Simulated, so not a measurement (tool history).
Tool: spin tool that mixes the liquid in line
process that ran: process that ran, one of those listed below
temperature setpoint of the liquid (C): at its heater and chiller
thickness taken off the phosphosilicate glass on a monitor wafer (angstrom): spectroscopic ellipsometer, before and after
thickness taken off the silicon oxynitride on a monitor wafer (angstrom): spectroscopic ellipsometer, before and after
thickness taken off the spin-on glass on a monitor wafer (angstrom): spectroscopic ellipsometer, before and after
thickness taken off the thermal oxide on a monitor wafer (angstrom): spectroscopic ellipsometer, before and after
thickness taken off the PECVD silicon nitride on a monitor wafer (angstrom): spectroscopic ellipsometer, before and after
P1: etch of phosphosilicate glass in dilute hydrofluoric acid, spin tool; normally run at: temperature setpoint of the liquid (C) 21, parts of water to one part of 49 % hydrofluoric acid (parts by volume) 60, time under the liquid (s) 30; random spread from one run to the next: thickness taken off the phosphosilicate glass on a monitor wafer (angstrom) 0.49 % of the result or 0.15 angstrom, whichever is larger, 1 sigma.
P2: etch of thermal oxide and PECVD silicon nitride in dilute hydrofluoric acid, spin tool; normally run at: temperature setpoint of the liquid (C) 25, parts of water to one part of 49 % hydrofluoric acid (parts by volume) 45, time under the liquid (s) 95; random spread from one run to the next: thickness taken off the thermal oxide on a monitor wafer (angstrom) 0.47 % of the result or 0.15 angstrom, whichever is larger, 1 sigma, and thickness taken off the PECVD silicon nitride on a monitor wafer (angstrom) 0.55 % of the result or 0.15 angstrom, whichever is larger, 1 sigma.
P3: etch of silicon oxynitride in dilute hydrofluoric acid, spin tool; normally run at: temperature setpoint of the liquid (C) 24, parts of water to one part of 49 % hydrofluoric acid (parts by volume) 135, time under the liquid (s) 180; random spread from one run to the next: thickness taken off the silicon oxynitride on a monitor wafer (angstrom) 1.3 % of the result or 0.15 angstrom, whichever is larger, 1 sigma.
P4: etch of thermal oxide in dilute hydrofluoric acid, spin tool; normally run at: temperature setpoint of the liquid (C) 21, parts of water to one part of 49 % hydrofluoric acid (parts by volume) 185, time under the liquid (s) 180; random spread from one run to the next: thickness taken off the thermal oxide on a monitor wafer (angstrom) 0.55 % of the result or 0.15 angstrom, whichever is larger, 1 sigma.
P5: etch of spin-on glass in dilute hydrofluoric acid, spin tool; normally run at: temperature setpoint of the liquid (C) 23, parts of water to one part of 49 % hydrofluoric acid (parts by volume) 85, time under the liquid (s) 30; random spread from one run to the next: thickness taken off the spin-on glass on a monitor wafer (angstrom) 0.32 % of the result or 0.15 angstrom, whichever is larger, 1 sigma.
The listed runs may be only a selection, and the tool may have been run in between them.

run	hour	process that ran	temperature setpoint of the liquid (C)	parts of water to one part of 49 % hydrofluoric acid (parts by volume)	time under the liquid (s)	thickness taken off the phosphosilicate glass on a monitor wafer (angstrom)	thickness taken off the silicon oxynitride on a monitor wafer (angstrom)	thickness taken off the spin-on glass on a monitor wafer (angstrom)	thickness taken off the thermal oxide on a monitor wafer (angstrom)	thickness taken off the PECVD silicon nitride on a monitor wafer (angstrom)
1	8.6	P1	21	60	30	300.69				
2	16.5	P3	24	135	35		3.6902			
3	23.4	P1	21	60	15	150.56				
4	37.3	P5	23	85	30			186.32		
5	45.5	P4	29	185	180				49.562	
6	51.9	P4	21	185	180				36.991	
7	62.1	P4	21	185	35				7.351	
# hour 66.2: thermometer replaced
8	75.1	P5	23	35	30			484.64		
9	87.5	P2	25	45	140				159.77	56.225
10	95.2	P1	21	60	30	300.69				
11	104	P2	20.5	45	95				91.764	27.45
12	116.3	P1	17	60	30	253.66				
13	124.5	P1	21	60	30	301.5				
14	134.8	P1	21	20	30	940.37				
15	147.3	P2	25	45	95				108.69	37.611
16	158.2	P1	21	60	55	552.66				
17	169.3	P1	21	60	30	302.17				
18	177.5	P1	25.5	60	30	363.28				
19	187.3	P4	21	185	180				37.326	

The next listed run, before its measurement:
20	201.1	P3	24	135	180		?			

thickness taken off the silicon oxynitride on a monitor wafer (angstrom): 18.087
